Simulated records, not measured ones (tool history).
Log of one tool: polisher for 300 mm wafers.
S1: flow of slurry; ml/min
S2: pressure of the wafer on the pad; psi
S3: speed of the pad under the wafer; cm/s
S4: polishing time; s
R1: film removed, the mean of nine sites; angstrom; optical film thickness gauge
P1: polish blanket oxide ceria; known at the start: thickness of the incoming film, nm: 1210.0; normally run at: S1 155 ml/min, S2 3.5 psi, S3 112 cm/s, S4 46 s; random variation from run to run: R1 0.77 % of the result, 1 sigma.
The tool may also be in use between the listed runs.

| run | hour | S1 | S2 | S3 | S4 | R1 |
|---|---|---|---|---|---|---|
| 1 | 6.3 | 155 | 3.5 | 112 | 46 | 2386.4 |
| 2 | 18.9 | 155 | 3.5 | 112 | 46 | 2398 |
| 3 | 25.2 | 155 | 3.5 | 112 | 46 | 2396.5 |
| 4 | 33.3 | 155 | 3.5 | 58 | 46 | 1245.9 |
| 5 | 44.8 | 155 | 3.5 | 112 | 67 | 3518.8 |
| 6 | 52.8 | 155 | 5.4 | 112 | 46 | 3738.2 |
| 7 | 60.3 | 95 | 3.5 | 112 | 46 | 2185.5 |
| 8 | 71.4 | 155 | 3.5 | 112 | 46 | 2409.7 |
| 9 | 78.2 | 155 | 3.5 | 112 | 46 | 2418.9 |
|  | 84.7 | slurry nozzle cleaned |
| 10 | 88.1 | 240 | 3.5 | 112 | 65 | 3618.9 |
| 11 | 99.8 | 215 | 3.5 | 112 | 46 | 2533.7 |
| 12 | 106.5 | 155 | 3.5 | 112 | 30 | 1570.9 |
| 13 | 118.8 | 155 | 1.6 | 112 | 46 | 1115.3 |
| 14 | 128.1 | 155 | 3.5 | 176 | 46 | 3825.8 |
| 15 | 140.1 | 210 | 3.5 | 112 | 23 | 1246.4 |
| 16 | 147.1 | 155 | 3.5 | 174 | 68 | 5546.7 |
| 17 | 153.3 | 155 | 3.5 | 112 | 46 | 2438.6 |
| 18 | 165.5 | 155 | 3.5 | 112 | 46 | 2323.2 |

Run 19 comes next. What will it give?
| 19 | 174.7 | 155 | 3.5 | 112 | 46 | ? |

R1: 2284.2 angstrom
